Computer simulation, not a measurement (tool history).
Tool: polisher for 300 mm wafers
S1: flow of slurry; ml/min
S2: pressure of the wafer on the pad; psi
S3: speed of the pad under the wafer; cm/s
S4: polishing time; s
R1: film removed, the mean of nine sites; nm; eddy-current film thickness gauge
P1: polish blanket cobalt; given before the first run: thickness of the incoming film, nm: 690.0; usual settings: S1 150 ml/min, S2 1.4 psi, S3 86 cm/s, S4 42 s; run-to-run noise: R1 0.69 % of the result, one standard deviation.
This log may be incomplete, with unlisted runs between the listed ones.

run 1 hour=8.2 | S1=150 S2=1.4 S3=86 S4=42 | R1=154.460
run 2 hour=13.0 | S1=150 S2=1.4 S3=86 S4=42 | R1=155.880
-- hour=13.4 worn pad replaced by a new one
run 3 hour=20.4 | S1=150 S2=1.4 S3=86 S4=42 | R1=153.880
run 4 hour=29.5 | S1=150 S2=1.4 S3=86 S4=26 | R1=94.908
run 5 hour=38.1 | S1=195 S2=1.4 S3=86 S4=62 | R1=237.900
run 6 hour=46.6 | S1=150 S2=2.2 S3=86 S4=42 | R1=243.000
run 7 hour=54.3 | S1=150 S2=1.8 S3=132 S4=42 | R1=303.200
run 8 hour=60.1 | S1=215 S2=1.4 S3=86 S4=42 | R1=163.340
run 9 hour=68.3 | S1=150 S2=1.4 S3=86 S4=66 | R1=242.220
run 10 hour=72.9 | S1=100 S2=1.4 S3=86 S4=42 | R1=142.600
run 11 hour=81.1 | S1=200 S2=1.4 S3=40 S4=42 | R1=75.815
run 12 hour=89.7 | S1=150 S2=1.4 S3=124 S4=42 | R1=222.680
run 13 hour=99.0 | S1=150 S2=1.4 S3=86 S4=42 | R1=154.450
run 14 hour=103.6 | S1=150 S2=1.0 S3=86 S4=42 | R1=110.510
run 15 hour=113.2 | S1=150 S2=1.4 S3=38 S4=42 | R1=68.126
run 16 hour=122.5 | S1=150 S2=1.4 S3=86 S4=42 | R1=154.860
run 17 hour=129.7 | S1=150 S2=1.4 S3=86 S4=42 | R1=147.830
run 18 hour=134.6 | S1=150 S2=1.4 S3=86 S4=42 | R1=144.740
run 19 hour=139.0 | S1=150 S2=1.4 S3=86 S4=42 | R1=145.030
run 20 hour=148.5 | S1=150 S2=1.4 S3=86 S4=42 | R1=141.770
run 21 hour=156.5 | S1=150 S2=1.4 S3=86 S4=42 | R1=141.720
-- hour=159.8 worn pad replaced by a new one
run 22 hour=162.8 | S1=150 S2=1.4 S3=86 S4=42 | R1=140.530
run 23 hour=170.7 | S1=150 S2=1.4 S3=86 S4=42 | R1=139.660
run 24 hour=177.8 | S1=150 S2=1.4 S3=86 S4=42 | R1=138.460
run 25 hour=184.7 | S1=150 S2=1.4 S3=86 S4=42 | R1=139.300
run 26 hour=189.8 | S1=150 S2=1.4 S3=86 S4=42 | R1=139.800

Something has made what P1 gives creep away from where it was; the 2 causes below, each at its own stated size, fit the log equally well:
A: head's pressure below its setpoint, % = 10.4
B: slurry flow missing at the pad, % = 39.4
The creep began at about hour 122.5.
The rest of the possible causes, and what rules out each one:
removal rate lost through wear of the pad, %: its service at hour 159.8 followed the start of the drift and did not put the process back to its old value

Below are 4 check runs, each averaged over 3 wafers, with their results shown as question marks. Which of them would give clearly different results depending on which cause is behind the drift?
run check 1 hour=194.9 | S1=150 S2=1.4 S3=38 S4=42 | R1=?
run check 2 hour=194.9 | S1=150 S2=1.7 S3=86 S4=64 | R1=?
run check 3 hour=194.9 | S1=150 S2=1.4 S3=86 S4=63 | R1=?
run check 4 hour=194.9 | S1=215 S2=1.4 S3=86 S4=28 | R1=?

Check results expected under each cause:
check=check_1 result=R1 if_A=61.273 if_B=61.306
check=check_2 result=R1 if_A=256.590 if_B=256.730
check=check_3 result=R1 if_A=208.010 if_B=208.120
check=check_4 result=R1 if_A=97.450 if_B=100.540
Per-check spread between the two closest causes, in the result where they differ most: check 1 0.05 %; check 2 0.05 %; check 3 0.05 %; check 4 3.12 %
Only check 4 tells the causes apart: in the others they would give nearly the same result.

Then check 4 was run and gave: R1 97.331 nm. Which cause is it?

A is the cause: head's pressure below its setpoint, %.

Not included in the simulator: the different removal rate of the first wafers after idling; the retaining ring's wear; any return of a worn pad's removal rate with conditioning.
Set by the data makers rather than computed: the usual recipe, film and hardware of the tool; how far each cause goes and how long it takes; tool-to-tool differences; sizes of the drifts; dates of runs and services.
